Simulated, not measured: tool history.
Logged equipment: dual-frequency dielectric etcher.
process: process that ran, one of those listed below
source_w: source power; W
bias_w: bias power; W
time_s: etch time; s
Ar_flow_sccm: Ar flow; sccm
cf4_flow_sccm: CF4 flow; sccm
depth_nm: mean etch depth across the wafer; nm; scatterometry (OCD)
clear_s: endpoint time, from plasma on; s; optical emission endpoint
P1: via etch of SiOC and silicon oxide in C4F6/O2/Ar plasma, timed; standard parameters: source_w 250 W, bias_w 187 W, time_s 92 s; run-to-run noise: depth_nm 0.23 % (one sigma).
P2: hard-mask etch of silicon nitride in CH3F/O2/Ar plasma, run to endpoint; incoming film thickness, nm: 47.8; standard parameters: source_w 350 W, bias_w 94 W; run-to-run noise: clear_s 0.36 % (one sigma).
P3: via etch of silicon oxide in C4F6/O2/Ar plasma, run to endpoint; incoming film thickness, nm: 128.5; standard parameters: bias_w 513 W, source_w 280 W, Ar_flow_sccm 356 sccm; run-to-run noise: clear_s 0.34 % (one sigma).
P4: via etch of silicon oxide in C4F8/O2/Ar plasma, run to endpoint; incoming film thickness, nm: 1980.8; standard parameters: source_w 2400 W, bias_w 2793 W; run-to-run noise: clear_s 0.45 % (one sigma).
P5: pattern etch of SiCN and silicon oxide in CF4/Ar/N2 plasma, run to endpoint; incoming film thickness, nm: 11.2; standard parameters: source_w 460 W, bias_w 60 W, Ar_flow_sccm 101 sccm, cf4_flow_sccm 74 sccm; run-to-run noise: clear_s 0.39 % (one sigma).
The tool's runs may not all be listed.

run,hour,process,source_w,bias_w,time_s,Ar_flow_sccm,cf4_flow_sccm,hours since the last wet clean,hours since the last source power generator calibration,hours since the last bias power generator calibration,depth_nm,clear_s
1,14.2,P1,250,187,92,,,270.6,3009.1,686.2,87.034,
2,24.9,P4,2400,2793,,,,281.3,3019.8,696.9,,317.96
3,36.7,P5,320,60,,101,74,293.1,3031.6,708.7,,18.731
4,51.5,P1,250,187,92,,,307.9,3046.4,723.5,87.207,
5,58.1,P4,2400,2793,,,,314.5,3053,730.1,,321.23
6,65,P2,350,94,,,,321.4,3059.9,737,,66.666
7,73,P2,200,94,,,,329.4,3067.9,745,,82.049
8,82.7,P1,250,122,92,,,339.1,3077.6,754.7,76.247,
9,90,P2,350,116,,,,346.4,3084.9,762,,61.292
10,98.2,P5,460,42,,101,74,354.6,3093.1,770.2,,15.378
11,108.2,P5,460,60,,70,74,364.6,3103.1,780.2,,12.919
12,123.4,P1,250,187,92,,,379.8,3118.3,795.4,87.115,
13,135.1,P1,190,187,92,,,391.5,3130,807.1,78.496,
14,142,P1,250,187,92,,,398.4,3136.9,814,87.104,
15,154.5,P4,2400,3862,,,,410.9,3149.4,826.5,,290.18
16,163.1,P1,250,187,92,,,419.5,3158,835.1,87.154,
17,178.1,P3,280,513,,246,,434.5,3173,850.1,,30.847
18,187.5,P1,330,187,92,,,443.9,3182.4,859.5,97.185,
19,200,P3,160,513,,356,,456.4,3194.9,872,,39.419
20,207,P3,280,513,,356,,463.4,3201.9,879,,31.985
21,221.2,P5,460,60,,101,101,477.6,3216.1,893.2,,12.976
22,231.8,P3,280,335,,356,,488.2,3226.7,903.8,,37.539
23,245.9,P1,250,187,132,,,502.3,3240.8,917.9,124.94,
24,260.5,P1,250,223,92,,,516.9,3255.4,932.5,92.557,
25,270.8,P4,1600,2793,,,,527.2,3265.7,942.8,,377.21
26,281.2,P1,250,187,92,,,537.6,3276.1,953.2,86.982,
27,292.2,P3,280,513,,356,,548.6,3287.1,964.2,,32.049
28,306.7,P5,460,60,,101,74,563.1,3301.6,978.7,,13.688
29,315.9,P1,250,187,63.5,,,572.3,3310.8,987.9,60.085,
30,328.9,P1,250,187,92,,,585.3,3323.8,1000.9,87.181,
31,337.7,P1,250,238,132,,,594.1,3332.6,1009.7,135.44,
32,349.5,P1,250,187,92,,,605.9,3344.4,1021.5,87.366,
33,357.7,P1,250,187,92,,,614.1,3352.6,1029.7,87.608,
34,372.3,P1,250,187,92,,,628.7,3367.2,1044.3,87.922,
35,381.8,P1,250,187,92,,,638.2,3376.7,1053.8,88.226,
36,393.3,P1,250,187,92,,,649.7,3388.2,1065.3,88.204,
37,407.4,P1,250,187,92,,,663.8,3402.3,1079.4,88.516,
38,419.6,P1,250,187,92,,,676,3414.5,1091.6,88.467,
# hour 419.7: wet clean of the chamber
39,430.6,P1,250,187,92,,,11,3425.5,1102.6,88.358,
40,445.6,P1,250,187,92,,,26,3440.5,1117.6,88.858,

The log shows P1 creeping away from where it was. Any of the 2 causes listed here, at the size stated for it, fits the log just as well as the others:
A: source power that arrives over what is set, % = 4
B: bias power that arrives over what is set, % = 4.57
The onset of the drift is placed at about hour 349.5.
Excluded causes, each with its reason:
chamber walls in a state that raises the etch rate, %: was serviced at hour 419.7, once the creep was under way, yet the earlier output never came back

Which of the 4 check runs listed below, each an average over 2 wafers with its results shown as question marks, gives clearly different results under the different listed causes?
check 1,460.6,P2,230,111,,,,,,,,?
check 2,460.6,P4,1670,3329,,,,,,,,?
check 3,460.6,P5,460,48,,83,74,,,,,?
check 4,460.6,P3,170,513,,356,,,,,,?

If the cause were each of the candidates in turn, the checks would give the following:
check,result,if A,if B
check 1,clear_s,72.1,71.888
check 2,clear_s,343.51,343.77
check 3,clear_s,13.709,14.014
check 4,clear_s,38.03,37.908
Minimum pairwise separation of causes per check, each pair taken at its best-separating result: check 1 0.29 %; check 2 0.08 %; check 3 2.2 %; check 4 0.32 %
The causes can be told apart only by check 3. The other checks would give nearly the same results under each of them.

The results of check 3 are: clear_s 14.026 s. Based on these, which of the listed causes is it?

Of the candidate causes, it is B: bias power that arrives over what is set, %.
